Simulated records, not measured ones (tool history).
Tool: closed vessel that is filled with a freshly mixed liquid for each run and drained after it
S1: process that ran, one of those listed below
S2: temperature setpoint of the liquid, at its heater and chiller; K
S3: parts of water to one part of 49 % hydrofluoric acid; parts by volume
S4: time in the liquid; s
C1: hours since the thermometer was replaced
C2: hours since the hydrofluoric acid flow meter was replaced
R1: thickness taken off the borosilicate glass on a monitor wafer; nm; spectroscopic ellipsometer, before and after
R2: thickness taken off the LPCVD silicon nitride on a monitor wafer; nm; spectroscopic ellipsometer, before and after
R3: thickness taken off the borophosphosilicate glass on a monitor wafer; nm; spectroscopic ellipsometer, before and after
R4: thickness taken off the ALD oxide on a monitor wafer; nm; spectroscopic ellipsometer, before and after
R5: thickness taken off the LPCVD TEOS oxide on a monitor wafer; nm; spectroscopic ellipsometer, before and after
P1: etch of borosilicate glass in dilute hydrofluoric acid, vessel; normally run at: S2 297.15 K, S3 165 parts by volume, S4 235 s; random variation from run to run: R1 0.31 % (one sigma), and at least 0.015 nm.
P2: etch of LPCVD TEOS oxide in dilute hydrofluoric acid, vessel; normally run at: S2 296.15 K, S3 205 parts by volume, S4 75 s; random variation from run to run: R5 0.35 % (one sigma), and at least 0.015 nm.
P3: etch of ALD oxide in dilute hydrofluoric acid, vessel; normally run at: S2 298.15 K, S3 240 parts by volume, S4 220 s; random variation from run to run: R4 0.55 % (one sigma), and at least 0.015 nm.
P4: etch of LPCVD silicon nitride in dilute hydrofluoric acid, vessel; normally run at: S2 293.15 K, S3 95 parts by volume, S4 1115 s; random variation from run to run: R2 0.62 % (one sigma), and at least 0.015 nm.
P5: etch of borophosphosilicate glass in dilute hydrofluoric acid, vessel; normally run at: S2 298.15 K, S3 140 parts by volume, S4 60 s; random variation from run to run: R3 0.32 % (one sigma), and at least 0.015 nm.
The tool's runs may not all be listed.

Run 1, day 0.225: S1 P1, S2 297.15 K, S3 165 parts by volume, S4 235 s; C1 1783.8; C2 1110.4. Result: R1 22.599 nm.
Run 2, day 0.442: S1 P1, S2 297.15 K, S3 165 parts by volume, S4 235 s; C1 1789; C2 1115.6. Result: R1 22.56 nm.
Run 3, day 0.758: S1 P1, S2 297.15 K, S3 165 parts by volume, S4 235 s; C1 1796.6; C2 1123.2. Result: R1 22.31 nm.
Run 4, day 0.946: S1 P4, S2 293.15 K, S3 95 parts by volume, S4 1115 s; C1 1801.1; C2 1127.7. Result: R2 4.4592 nm.
Run 5, day 1.321: S1 P5, S2 298.15 K, S3 195 parts by volume, S4 60 s; C1 1810.1; C2 1136.7. Result: R3 10.646 nm.
Run 6, day 1.5: S1 P5, S2 298.15 K, S3 140 parts by volume, S4 30 s; C1 1814.4; C2 1141. Result: R3 7.9215 nm.
Run 7, day 1.675: S1 P1, S2 297.15 K, S3 165 parts by volume, S4 235 s; C1 1818.6; C2 1145.2. Result: R1 22.474 nm.
Run 8, day 1.971: S1 P3, S2 298.15 K, S3 240 parts by volume, S4 325 s; C1 1825.7; C2 1152.3. Result: R4 24.777 nm.
Run 9, day 2.267: S1 P1, S2 297.15 K, S3 165 parts by volume, S4 410 s; C1 1832.8; C2 1159.4. Result: R1 39.392 nm.
Run 10, day 2.525: S1 P1, S2 297.15 K, S3 275 parts by volume, S4 145 s; C1 1839; C2 1165.6. Result: R1 7.4308 nm.
Run 11, day 2.85: S1 P4, S2 299.15 K, S3 95 parts by volume, S4 1115 s; C1 1846.8; C2 1173.4. Result: R2 6.6267 nm.
Run 12, day 3.117: S1 P4, S2 293.15 K, S3 95 parts by volume, S4 1115 s; C1 1853.2; C2 1179.8. Result: R2 4.4654 nm.
Run 13, day 3.4: S1 P1, S2 290.15 K, S3 165 parts by volume, S4 235 s; C1 1860; C2 1186.6. Result: R1 17.022 nm.
Run 14, day 3.779: S1 P3, S2 290.15 K, S3 240 parts by volume, S4 220 s; C1 1869.1; C2 1195.7. Result: R4 12.422 nm.
Run 15, day 4.138: S1 P1, S2 297.15 K, S3 270 parts by volume, S4 235 s; C1 1877.7; C2 1204.3. Result: R1 12.277 nm.
Run 16, day 4.421: S1 P1, S2 297.15 K, S3 95 parts by volume, S4 235 s; C1 1884.5; C2 1211.1. Result: R1 42.342 nm.
Run 17, day 4.7: S1 P4, S2 293.15 K, S3 165 parts by volume, S4 1115 s; C1 1891.2; C2 1217.8. Result: R2 2.6236 nm.
Run 18, day 4.962: S1 P2, S2 296.15 K, S3 130 parts by volume, S4 75 s; C1 1897.5; C2 1224.1. Result: R5 21.911 nm.
Run 19, day 5.221: S1 P1, S2 297.15 K, S3 165 parts by volume, S4 65 s; C1 1903.7; C2 1230.3. Result: R1 6.2472 nm.
Run 20, day 5.562: S1 P3, S2 298.15 K, S3 115 parts by volume, S4 220 s; C1 1911.9; C2 1238.5. Result: R4 40.494 nm.
Run 21, day 5.892: S1 P2, S2 290.15 K, S3 205 parts by volume, S4 75 s; C1 1919.8; C2 1246.4. Result: R5 10.227 nm.
Run 22, day 6.258: S1 P5, S2 305.15 K, S3 140 parts by volume, S4 60 s; C1 1928.6; C2 1255.2. Result: R3 20.611 nm.
Run 23, day 6.604: S1 P2, S2 296.15 K, S3 205 parts by volume, S4 40 s; C1 1936.9; C2 1263.5. Result: R5 6.8326 nm.
Run 24, day 6.792: S1 P3, S2 298.15 K, S3 240 parts by volume, S4 220 s; C1 1941.4; C2 1268. Result: R4 16.965 nm.
Run 25, day 7.096: S1 P2, S2 296.15 K, S3 205 parts by volume, S4 75 s; C1 1948.7; C2 1275.3. Result: R5 12.892 nm.
Run 26, day 7.279: S1 P3, S2 298.15 K, S3 240 parts by volume, S4 220 s; C1 1953.1; C2 1279.7. Result: R4 16.864 nm.
Run 27, day 7.608: S1 P1, S2 303.15 K, S3 165 parts by volume, S4 235 s; C1 1961; C2 1287.6. Result: R1 28.039 nm.
Run 28, day 7.979: S1 P5, S2 298.15 K, S3 140 parts by volume, S4 60 s; C1 1969.9; C2 1296.5. Result: R3 15.906 nm.
Run 29, day 8.233: S1 P4, S2 293.15 K, S3 95 parts by volume, S4 1895 s; C1 1976; C2 1302.6. Result: R2 7.6712 nm.
Run 30, day 8.438: S1 P1, S2 297.15 K, S3 165 parts by volume, S4 235 s; C1 1980.9; C2 1307.5. Result: R1 22.442 nm.
Run 31, day 8.671: S1 P1, S2 297.15 K, S3 165 parts by volume, S4 235 s; C1 1986.5; C2 1313.1. Result: R1 23.088 nm.
Run 32, day 8.846: S1 P1, S2 297.15 K, S3 165 parts by volume, S4 235 s; C1 1990.7; C2 1317.3. Result: R1 23.189 nm.
Run 33, day 9.221: S1 P1, S2 297.15 K, S3 165 parts by volume, S4 235 s; C1 1999.7; C2 1326.3. Result: R1 23.71 nm.
Run 34, day 9.458: S1 P1, S2 297.15 K, S3 165 parts by volume, S4 235 s; C1 2005.4; C2 1332. Result: R1 23.743 nm.
Run 35, day 9.65: S1 P1, S2 297.15 K, S3 165 parts by volume, S4 235 s; C1 2010; C2 1336.6. Result: R1 23.978 nm.
Run 36, day 9.938: S1 P1, S2 297.15 K, S3 165 parts by volume, S4 235 s; C1 2016.9; C2 1343.5. Result: R1 24.057 nm.
Run 37, day 10.317: S1 P1, S2 297.15 K, S3 165 parts by volume, S4 235 s; C1 2026; C2 1352.6. Result: R1 24.193 nm.
Run 38, day 10.529: S1 P1, S2 297.15 K, S3 165 parts by volume, S4 235 s; C1 2031.1; C2 1357.7. Result: R1 24.08 nm.
Run 39, day 10.712: S1 P1, S2 297.15 K, S3 165 parts by volume, S4 235 s; C1 2035.5; C2 1362.1. Result: R1 24.079 nm.
Run 40, day 10.962: S1 P1, S2 297.15 K, S3 165 parts by volume, S4 235 s; C1 2041.5; C2 1368.1. Result: R1 24.098 nm.

What P1 gives has crept away from where it was. These 2 causes fit the log equally well, each at the size given:
A: hydrofluoric acid flow above the setpoint (%) = 6.29
B: liquid hotter than its thermometer reads (K) = 1.93
The creep began at about day 8.438.

4 check runs are offered, one wafer each, their results left as question marks. Which one tells the causes apart?
Run check 1, day 11.212: S1 P5, S2 298.15 K, S3 140 parts by volume, S4 60 s. Result: R3 ?.
Run check 2, day 11.212: S1 P4, S2 293.15 K, S3 95 parts by volume, S4 1115 s. Result: R2 ?.
Run check 3, day 11.212: S1 P3, S2 298.15 K, S3 240 parts by volume, S4 220 s. Result: R4 ?.
Run check 4, day 11.212: S1 P2, S2 296.15 K, S3 205 parts by volume, S4 75 s. Result: R5 ?.

What each check would give under each cause:
  check  result    if A    if B
check 1      R3  17.053  17.088
check 2      R2  4.7449  5.0946
check 3      R4  18.178  18.031
check 4      R5  13.815  13.779
How far apart the two closest causes lie, in the result that separates them most: check 1 0.2 %; check 2 7.11 %; check 3 0.81 %; check 4 0.26 %
Check 2 tells the causes apart: in the others they would give nearly the same result.

Then check 2 was run and gave: R2 4.7122 nm. Which cause is it?

It is A: hydrofluoric acid flow above the setpoint (%).

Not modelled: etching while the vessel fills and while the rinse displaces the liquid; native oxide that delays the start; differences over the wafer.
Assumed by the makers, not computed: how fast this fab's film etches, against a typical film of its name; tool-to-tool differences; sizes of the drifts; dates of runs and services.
